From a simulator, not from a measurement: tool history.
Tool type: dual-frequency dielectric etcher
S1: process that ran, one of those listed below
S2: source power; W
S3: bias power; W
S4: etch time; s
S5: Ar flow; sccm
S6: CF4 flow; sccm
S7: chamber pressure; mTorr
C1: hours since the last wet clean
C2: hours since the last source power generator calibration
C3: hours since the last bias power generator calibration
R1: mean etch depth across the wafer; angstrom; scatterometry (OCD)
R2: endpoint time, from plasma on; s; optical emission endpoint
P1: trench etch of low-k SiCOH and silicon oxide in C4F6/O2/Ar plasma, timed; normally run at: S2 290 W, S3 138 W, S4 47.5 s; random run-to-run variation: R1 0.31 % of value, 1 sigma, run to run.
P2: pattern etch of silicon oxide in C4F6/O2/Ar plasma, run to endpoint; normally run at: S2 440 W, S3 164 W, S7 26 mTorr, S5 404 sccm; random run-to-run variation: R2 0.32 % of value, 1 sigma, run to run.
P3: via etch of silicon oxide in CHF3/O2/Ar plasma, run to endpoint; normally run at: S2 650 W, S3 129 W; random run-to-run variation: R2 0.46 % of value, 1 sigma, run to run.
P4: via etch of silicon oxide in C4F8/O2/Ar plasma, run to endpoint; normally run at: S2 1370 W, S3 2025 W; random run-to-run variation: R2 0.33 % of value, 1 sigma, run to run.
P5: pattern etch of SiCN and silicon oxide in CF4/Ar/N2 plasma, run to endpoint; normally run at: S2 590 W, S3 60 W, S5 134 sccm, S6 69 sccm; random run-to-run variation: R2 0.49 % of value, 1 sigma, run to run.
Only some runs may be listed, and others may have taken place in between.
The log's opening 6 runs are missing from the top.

{"run": 7, "hour": 70.2, "S1": "P1", "S2": 350, "S3": 138, "S4": 34, "C1": 241.3, "C2": 1826.8, "C3": 559.6, "R1": 956.27}
{"run": 8, "hour": 77.8, "S1": "P1", "S2": 290, "S3": 138, "S4": 47.5, "C1": 248.9, "C2": 1834.4, "C3": 567.2, "R1": 1239.6}
{"run": 9, "hour": 91.5, "S1": "P1", "S2": 290, "S3": 138, "S4": 47.5, "C1": 262.6, "C2": 1848.1, "C3": 580.9, "R1": 1246.1}
{"run": 10, "hour": 105.4, "S1": "P3", "S2": 650, "S3": 129, "C1": 276.5, "C2": 1862, "C3": 594.8, "R2": 277.75}
{"run": 11, "hour": 117.7, "S1": "P5", "S2": 590, "S3": 36, "S5": 134, "S6": 69, "C1": 288.8, "C2": 1874.3, "C3": 607.1, "R2": 12.621}
{"run": 12, "hour": 131.1, "S1": "P1", "S2": 290, "S3": 163, "S4": 47.5, "C1": 302.2, "C2": 1887.7, "C3": 620.5, "R1": 1310.3}
{"run": 13, "hour": 138.1, "S1": "P2", "S2": 580, "S3": 164, "S5": 404, "S7": 26, "C1": 309.2, "C2": 1894.7, "C3": 627.5, "R2": 12.371}
{"run": 14, "hour": 145.6, "S1": "P1", "S2": 290, "S3": 96, "S4": 33.5, "C1": 316.7, "C2": 1902.2, "C3": 635, "R1": 787.13}
{"run": 15, "hour": 158.3, "S1": "P2", "S2": 440, "S3": 164, "S5": 330, "S7": 26, "C1": 329.4, "C2": 1914.9, "C3": 647.7, "R2": 13.531}
{"hour": 170.3, "done": "source power generator calibrated"}
{"run": 16, "hour": 171.0, "S1": "P3", "S2": 650, "S3": 129, "C1": 342.1, "C2": 0.7, "C3": 660.4, "R2": 276.93}
{"run": 17, "hour": 179.7, "S1": "P5", "S2": 340, "S3": 60, "S5": 134, "S6": 69, "C1": 350.8, "C2": 9.4, "C3": 669.1, "R2": 17.522}
{"run": 18, "hour": 187.8, "S1": "P1", "S2": 230, "S3": 138, "S4": 47.5, "C1": 358.9, "C2": 17.5, "C3": 677.2, "R1": 1138.3}
{"run": 19, "hour": 197.9, "S1": "P1", "S2": 290, "S3": 185, "S4": 69, "C1": 369, "C2": 27.6, "C3": 687.3, "R1": 1989.5}
{"run": 20, "hour": 212.8, "S1": "P4", "S2": 1370, "S3": 2809, "C1": 383.9, "C2": 42.5, "C3": 702.2, "R2": 451.43}
{"run": 21, "hour": 225.3, "S1": "P5", "S2": 590, "S3": 60, "S5": 134, "S6": 69, "C1": 396.4, "C2": 55, "C3": 714.7, "R2": 10.806}

For run 22, what comes out?
{"run": 22, "hour": 234.4, "S1": "P5", "S2": 590, "S3": 60, "S5": 134, "S6": 83, "C1": 405.5, "C2": 64.1, "C3": 723.8, "R2": "?"}

{"run 22": {"R2": 10.483}}
